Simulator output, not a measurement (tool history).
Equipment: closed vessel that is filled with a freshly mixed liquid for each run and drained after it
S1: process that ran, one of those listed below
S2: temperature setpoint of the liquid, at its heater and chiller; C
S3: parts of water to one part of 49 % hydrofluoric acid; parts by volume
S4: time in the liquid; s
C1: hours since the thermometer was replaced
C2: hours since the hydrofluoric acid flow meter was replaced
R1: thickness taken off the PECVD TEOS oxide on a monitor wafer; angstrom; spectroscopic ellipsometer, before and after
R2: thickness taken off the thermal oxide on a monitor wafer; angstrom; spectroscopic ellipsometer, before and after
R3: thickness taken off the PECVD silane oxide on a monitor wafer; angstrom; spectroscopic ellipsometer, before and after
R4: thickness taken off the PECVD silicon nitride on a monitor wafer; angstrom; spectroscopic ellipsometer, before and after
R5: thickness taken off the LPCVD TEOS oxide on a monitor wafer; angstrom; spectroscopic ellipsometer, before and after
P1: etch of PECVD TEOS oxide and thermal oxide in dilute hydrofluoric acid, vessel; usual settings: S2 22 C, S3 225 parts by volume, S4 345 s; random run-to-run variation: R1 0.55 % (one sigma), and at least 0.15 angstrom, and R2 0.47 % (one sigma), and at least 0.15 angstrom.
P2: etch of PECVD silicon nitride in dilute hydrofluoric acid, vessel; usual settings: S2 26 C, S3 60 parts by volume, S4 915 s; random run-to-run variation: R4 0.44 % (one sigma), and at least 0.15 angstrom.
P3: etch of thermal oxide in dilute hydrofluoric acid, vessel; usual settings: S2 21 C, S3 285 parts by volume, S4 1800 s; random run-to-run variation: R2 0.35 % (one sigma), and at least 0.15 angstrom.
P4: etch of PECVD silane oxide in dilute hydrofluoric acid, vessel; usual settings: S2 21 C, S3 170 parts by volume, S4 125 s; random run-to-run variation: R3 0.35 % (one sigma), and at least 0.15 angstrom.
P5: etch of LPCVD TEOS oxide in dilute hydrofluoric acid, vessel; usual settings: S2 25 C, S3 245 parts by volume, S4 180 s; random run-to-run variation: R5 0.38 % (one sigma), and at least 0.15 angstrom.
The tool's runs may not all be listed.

run,day,S1,S2,S3,S4,C1,C2,R1,R2,R3,R4,R5
1,0.454,P1,22,225,345,288.6,1844.5,265.23,60.889,,,
2,0.975,P4,21,170,55,301.1,1857,,,120.69,,
3,1.512,P3,25,285,1800,314,1869.9,,260.58,,,
4,1.842,P1,26,225,545,321.9,1877.8,479.46,112.13,,,
5,2.146,P3,21,285,935,329.2,1885.1,,117.47,,,
6,2.608,P4,21,285,125,340.3,1896.2,,,146.57,,
7,3.046,P1,22,225,165,350.8,1906.7,125.31,29.112,,,
8,3.504,P1,22,225,345,361.8,1917.7,264.48,61.553,,,
9,3.788,P2,26,60,915,368.6,1924.5,,,,293.91,
10,4.129,P5,25,245,325,376.8,1932.7,,,,,478.76
11,4.642,P4,17,170,125,389.1,1945,,,233.78,,
12,5.162,P1,22,225,345,401.6,1957.5,262.15,61.058,,,
13,5.625,P2,32.5,60,915,412.7,1968.6,,,,446.07,
14,6.117,P5,17,245,180,424.5,1980.4,,,,,196.77
15,6.608,P1,22,375,345,436.3,1992.2,136.72,31.971,,,
16,7.158,P3,21,155,1800,449.5,2005.4,,471.06,,,
17,7.583,P3,21,285,1800,459.7,2015.6,,226.62,,,
18,8.112,P1,22,225,345,472.4,2028.3,262.47,60.324,,,
19,8.454,P1,22,225,530,480.6,2036.5,404.94,94.168,,,
20,8.767,P2,26,60,915,488.1,2044,,,,293.15,
21,9.221,P2,26,60,305,499,2054.9,,,,97.653,
22,9.671,P2,26,20,915,509.8,2065.7,,,,858.13,
23,10.029,P1,17,125,345,518.4,2074.3,432.15,99.652,,,
24,10.562,P1,22,335,500,531.2,2087.1,230.64,53.649,,,
25,10.896,P1,17,225,345,539.2,2095.1,216.8,50.455,,,
26,11.438,P1,22,225,345,552.2,2108.1,264.53,61.155,,,
27,11.875,P4,21,170,125,562.7,2118.6,,,273.91,,
28,12.375,P1,22,225,345,574.7,2130.6,263.27,61.297,,,
29,12.612,P5,25,130,180,580.4,2136.3,,,,,568.32
30,13.062,P5,25,245,180,591.2,2147.1,,,,,264.8
31,13.438,P5,25,245,180,600.2,2156.1,,,,,265.99
32,13.854,P1,26.5,225,345,610.2,2166.1,308.5,72.198,,,
33,14.329,P1,22,115,345,621.6,2177.5,578.23,134.75,,,
34,14.779,P1,22,225,345,632.4,2188.3,264.5,61.46,,,
35,15.3,P1,22,225,345,644.9,2200.8,257.54,59.576,,,
36,15.808,P1,22,225,345,657.1,2213,251.05,58.266,,,
37,16.212,P1,22,225,345,666.8,2222.7,249.09,58.178,,,
38,16.667,P1,22,225,345,677.7,2233.6,247.27,57.171,,,
39,17.154,P1,22,225,345,689.4,2245.3,247.93,57.923,,,
40,17.496,P1,22,225,345,697.6,2253.5,246.96,57.38,,,
41,17.946,P1,22,225,345,708.4,2264.3,246.81,57.09,,,
42,18.433,P1,22,225,345,720.1,2276,244.32,57.155,,,
43,18.721,P1,22,225,345,727,2282.9,243.78,56.858,,,
44,19.112,P1,22,225,345,736.4,2292.3,245.24,57.163,,,

Something has made what P1 gives creep away from where it was; the 2 causes below, each at its own stated size, fit the log equally well:
A: liquid colder than its thermometer reads (K) = 1.9
B: hydrofluoric acid flow below the setpoint (%) = 5.62
Creep in the process output first set in at about day 14.779.

Listed below are the offered check runs, one wafer per run, with question marks in place of results. For which of them would the causes give clearly different outcomes?
check 1,19.504,P2,26,60,915,,,,,,?,
check 2,19.504,P3,21,285,1800,,,,?,,,
check 3,19.504,P5,25,245,180,,,,,,,?
check 4,19.504,P4,21,170,125,,,,,?,,

What every check run would give for each of its results, assuming each possible cause in turn:
check,result,if A,if B
check 1,R4,259.31,277.98
check 2,R2,210.87,210.12
check 3,R5,247.32,246.13
check 4,R3,253.88,255.5
Separation of the two closest causes in each check, using whichever result separates them best: check 1 6.95 %; check 2 0.35 %; check 3 0.48 %; check 4 0.64 %
The causes can be told apart only by check 1. The other checks would give nearly the same results under each of them.

Check 1 was carried out, with these results: R4 257.93 angstrom. Which of the listed causes is responsible?

A is the cause: liquid colder than its thermometer reads (K).
